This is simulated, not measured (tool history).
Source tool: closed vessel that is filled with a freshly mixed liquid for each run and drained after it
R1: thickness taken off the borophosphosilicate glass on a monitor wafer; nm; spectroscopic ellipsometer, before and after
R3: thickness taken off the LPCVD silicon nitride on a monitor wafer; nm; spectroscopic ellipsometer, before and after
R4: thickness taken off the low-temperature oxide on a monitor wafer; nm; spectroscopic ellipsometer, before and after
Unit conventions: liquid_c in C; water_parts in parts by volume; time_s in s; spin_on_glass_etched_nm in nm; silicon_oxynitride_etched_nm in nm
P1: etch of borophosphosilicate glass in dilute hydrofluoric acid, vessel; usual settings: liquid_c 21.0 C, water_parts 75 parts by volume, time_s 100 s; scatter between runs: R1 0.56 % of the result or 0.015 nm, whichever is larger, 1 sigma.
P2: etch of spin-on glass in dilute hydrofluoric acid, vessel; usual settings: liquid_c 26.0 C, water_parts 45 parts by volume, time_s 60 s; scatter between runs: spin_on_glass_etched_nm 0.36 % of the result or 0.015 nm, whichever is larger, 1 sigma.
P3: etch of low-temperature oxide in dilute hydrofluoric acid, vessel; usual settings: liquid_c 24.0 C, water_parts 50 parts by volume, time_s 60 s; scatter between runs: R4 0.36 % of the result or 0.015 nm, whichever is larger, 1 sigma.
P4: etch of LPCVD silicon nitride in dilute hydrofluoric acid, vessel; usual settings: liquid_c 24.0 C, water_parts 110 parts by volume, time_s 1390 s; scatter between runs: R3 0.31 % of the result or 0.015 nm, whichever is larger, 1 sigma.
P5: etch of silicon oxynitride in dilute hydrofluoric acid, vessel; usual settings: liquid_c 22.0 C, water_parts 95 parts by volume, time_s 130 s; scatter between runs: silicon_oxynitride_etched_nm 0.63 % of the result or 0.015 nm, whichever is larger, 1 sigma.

{"run": 1, "hour": 18.9, "process": "P1", "liquid_c": 21.0, "water_parts": 75, "time_s": 100, "R1": 53.59}
{"run": 2, "hour": 34.1, "process": "P2", "liquid_c": 17.5, "water_parts": 45, "time_s": 60, "spin_on_glass_etched_nm": 39.168}
{"run": 3, "hour": 48.1, "process": "P4", "liquid_c": 17.0, "water_parts": 110, "time_s": 1390, "R3": 4.2866}
{"hour": 57.1, "done": "thermometer replaced"}
{"run": 4, "hour": 63.5, "process": "P2", "liquid_c": 26.0, "water_parts": 65, "time_s": 60, "spin_on_glass_etched_nm": 37.598}
{"run": 5, "hour": 77.1, "process": "P1", "liquid_c": 21.0, "water_parts": 75, "time_s": 100, "R1": 53.835}
{"run": 6, "hour": 88.7, "process": "P1", "liquid_c": 17.0, "water_parts": 20, "time_s": 100, "R1": 181.42}
{"run": 7, "hour": 98.3, "process": "P3", "liquid_c": 31.5, "water_parts": 50, "time_s": 60, "R4": 42.461}
{"run": 8, "hour": 109.0, "process": "P5", "liquid_c": 22.0, "water_parts": 95, "time_s": 130, "silicon_oxynitride_etched_nm": 4.2168}
{"run": 9, "hour": 127.5, "process": "P1", "liquid_c": 21.0, "water_parts": 75, "time_s": 165, "R1": 87.936}
{"run": 10, "hour": 146.0, "process": "P4", "liquid_c": 24.0, "water_parts": 110, "time_s": 2420, "R3": 11.882}
{"run": 11, "hour": 159.6, "process": "P5", "liquid_c": 22.0, "water_parts": 175, "time_s": 130, "silicon_oxynitride_etched_nm": 2.1087}
{"run": 12, "hour": 176.1, "process": "P4", "liquid_c": 24.0, "water_parts": 45, "time_s": 1390, "R3": 16.391}
{"run": 13, "hour": 191.7, "process": "P4", "liquid_c": 24.0, "water_parts": 110, "time_s": 1390, "R3": 6.8139}
{"run": 14, "hour": 203.6, "process": "P5", "liquid_c": 22.0, "water_parts": 95, "time_s": 30, "silicon_oxynitride_etched_nm": 0.99109}
{"run": 15, "hour": 214.0, "process": "P2", "liquid_c": 26.0, "water_parts": 45, "time_s": 60, "spin_on_glass_etched_nm": 56.131}
{"run": 16, "hour": 231.9, "process": "P2", "liquid_c": 26.0, "water_parts": 45, "time_s": 30, "spin_on_glass_etched_nm": 28.086}
{"run": 17, "hour": 241.6, "process": "P1", "liquid_c": 21.0, "water_parts": 75, "time_s": 100, "R1": 53.455}
{"run": 18, "hour": 259.5, "process": "P5", "liquid_c": 30.0, "water_parts": 95, "time_s": 130, "silicon_oxynitride_etched_nm": 6.1737}
{"run": 19, "hour": 274.1, "process": "P1", "liquid_c": 21.0, "water_parts": 140, "time_s": 100, "R1": 26.592}
{"run": 20, "hour": 285.0, "process": "P1", "liquid_c": 21.0, "water_parts": 75, "time_s": 100, "R1": 53.415}
{"run": 21, "hour": 301.0, "process": "P2", "liquid_c": 26.0, "water_parts": 45, "time_s": 60, "spin_on_glass_etched_nm": 56.296}
{"run": 22, "hour": 309.5, "process": "P3", "liquid_c": 24.0, "water_parts": 80, "time_s": 60, "R4": 18.755}
{"run": 23, "hour": 326.2, "process": "P1", "liquid_c": 21.0, "water_parts": 75, "time_s": 30, "R1": 15.964}
{"run": 24, "hour": 339.4, "process": "P1", "liquid_c": 21.0, "water_parts": 20, "time_s": 175, "R1": 376.98}

Run 25 comes next. What will it give?
{"run": 25, "hour": 351.0, "process": "P1", "liquid_c": 17.0, "water_parts": 75, "time_s": 100, "R1": "?"}

R1: 45.086 nm
